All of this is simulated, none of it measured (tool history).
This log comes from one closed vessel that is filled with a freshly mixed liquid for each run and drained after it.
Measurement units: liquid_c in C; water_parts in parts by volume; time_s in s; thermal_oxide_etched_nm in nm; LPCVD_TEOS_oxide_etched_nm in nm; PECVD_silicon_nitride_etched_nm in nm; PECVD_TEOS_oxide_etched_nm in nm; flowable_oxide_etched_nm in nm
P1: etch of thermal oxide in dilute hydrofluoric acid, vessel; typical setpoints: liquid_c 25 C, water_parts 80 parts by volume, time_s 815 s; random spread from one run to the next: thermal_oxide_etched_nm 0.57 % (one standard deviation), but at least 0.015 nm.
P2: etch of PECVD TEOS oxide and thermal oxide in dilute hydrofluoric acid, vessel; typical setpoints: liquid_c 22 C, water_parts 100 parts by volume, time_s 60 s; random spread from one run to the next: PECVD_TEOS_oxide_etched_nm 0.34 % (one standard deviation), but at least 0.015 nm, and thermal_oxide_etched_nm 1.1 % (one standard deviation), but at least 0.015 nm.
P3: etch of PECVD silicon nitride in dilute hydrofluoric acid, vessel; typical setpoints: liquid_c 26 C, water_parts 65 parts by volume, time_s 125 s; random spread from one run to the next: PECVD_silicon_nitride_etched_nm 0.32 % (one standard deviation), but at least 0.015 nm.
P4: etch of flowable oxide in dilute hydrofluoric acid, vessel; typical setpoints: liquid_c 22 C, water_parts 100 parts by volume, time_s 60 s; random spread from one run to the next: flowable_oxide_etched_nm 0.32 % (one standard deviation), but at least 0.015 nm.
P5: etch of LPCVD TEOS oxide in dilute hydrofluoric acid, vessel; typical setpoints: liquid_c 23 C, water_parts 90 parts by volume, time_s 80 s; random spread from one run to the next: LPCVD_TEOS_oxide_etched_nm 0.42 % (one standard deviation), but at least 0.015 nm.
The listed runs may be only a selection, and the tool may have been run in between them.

run,hour,process,liquid_c,water_parts,time_s,hours since the thermometer was replaced,hours since the hydrofluoric acid flow meter was replaced,thermal_oxide_etched_nm,LPCVD_TEOS_oxide_etched_nm,PECVD_silicon_nitride_etched_nm,PECVD_TEOS_oxide_etched_nm,flowable_oxide_etched_nm
1,5.8,P1,25,80,815,1019.6,188.9,51.243,,,,
2,15.7,P1,30,40,815,1029.5,198.8,131.91,,,,
3,23.4,P5,23,90,155,1037.2,206.5,,49.113,,,
4,28.6,P3,26,20,125,1042.4,211.7,,,32.898,,
# hour 34.6: hydrofluoric acid flow meter replaced
5,37.4,P1,25,125,815,1051.2,2.9,30.903,,,,
6,46.5,P2,22,100,60,1060.3,12,2.5351,,,8.5039,
7,54.2,P1,25,40,815,1068,19.7,108.07,,,,
8,60.7,P2,22,100,115,1074.5,26.2,4.8991,,,16.377,
9,71.1,P3,20.5,65,125,1084.9,36.6,,,7.2202,,
10,79.4,P5,23,90,80,1093.2,44.9,,25.517,,,
11,88.2,P1,25,80,815,1102,53.7,51.337,,,,
12,94.3,P5,23,40,80,1108.1,59.8,,61.123,,,
13,104.9,P1,19,80,815,1118.7,70.4,40.043,,,,
14,114,P3,26,65,125,1127.8,79.5,,,10.449,,
15,119.9,P5,18,90,80,1133.7,85.4,,20.659,,,
16,129.1,P2,22,140,60,1142.9,94.6,1.7325,,,5.863,
17,134.7,P1,25,80,815,1148.5,100.2,51.226,,,,
18,141.1,P2,17,100,60,1154.9,106.6,2.1181,,,6.95,
19,152.3,P3,26,65,125,1166.1,117.8,,,10.448,,
20,161.9,P4,22,100,60,1175.7,127.4,,,,,39.081
21,167,P2,22,100,60,1180.8,132.5,2.5247,,,8.5906,
22,176.9,P1,25,80,815,1190.7,142.4,50.818,,,,
23,184.7,P4,22,65,60,1198.5,150.2,,,,,62.478
24,191,P4,22,100,115,1204.8,156.5,,,,,74.696
25,198.1,P1,25,125,85,1211.9,163.6,3.2304,,,,
26,209.1,P4,17,100,60,1222.9,174.6,,,,,31.933
27,218.1,P3,26,65,240,1231.9,183.6,,,20.012,,
28,227.4,P1,25,80,1340,1241.2,192.9,83.813,,,,
29,233.6,P1,19,55,815,1247.4,199.1,59.515,,,,
30,241.5,P1,31,80,815,1255.3,207,64.798,,,,
31,249,P1,25,80,50,1262.8,214.5,3.1645,,,,
32,259.3,P1,25,80,815,1273.1,224.8,51.399,,,,
33,264.5,P1,25,80,815,1278.3,230,52.155,,,,
34,272.6,P1,25,80,815,1286.4,238.1,53.325,,,,
35,281.4,P1,25,80,815,1295.2,246.9,54.768,,,,
36,287.1,P1,25,80,815,1300.9,252.6,55.501,,,,
37,295.9,P1,25,80,815,1309.7,261.4,55.638,,,,
38,301.6,P1,25,80,815,1315.4,267.1,55.659,,,,
39,311.2,P1,25,80,815,1325,276.7,55.882,,,,
40,321.7,P1,25,80,815,1335.5,287.2,55.726,,,,

Something has made what P1 gives creep away from where it was; the 2 causes below, each at its own stated size, fit the log equally well:
A: liquid hotter than its thermometer reads (K) = 2.27
B: hydrofluoric acid flow above the setpoint (%) = 8.45
The gradual shift began around hour 259.3.

4 check runs are offered, one wafer each, their results left as question marks. Which one tells the causes apart?
check 1,332.2,P4,17,100,115,,,,,,,?
check 2,332.2,P2,17,100,60,,,?,,,?,
check 3,332.2,P3,26,20,235,,,,,?,,
check 4,332.2,P5,19.5,90,150,,,,?,,,

Expected result of each check under each candidate cause:
check,result,if A,if B
check 1,flowable_oxide_etched_nm,66.821,66.451
check 2,thermal_oxide_etched_nm,2.292,2.2793
check 2,PECVD_TEOS_oxide_etched_nm,7.6298,7.5876
check 3,PECVD_silicon_nitride_etched_nm,72.082,66.879
check 4,LPCVD_TEOS_oxide_etched_nm,45.385,45.188
Minimum pairwise separation of causes per check, each pair taken at its best-separating result: check 1 0.56 %; check 2 0.56 %; check 3 7.49 %; check 4 0.43 %
Of the check runs offered, only check 3 discriminates between the causes; the rest would read about the same regardless of which cause applies.

With check 3 done, the readings were: PECVD_silicon_nitride_etched_nm 67.056 nm. Identify which of the listed causes applies.

The correct cause is B, namely: hydrofluoric acid flow above the setpoint (%).
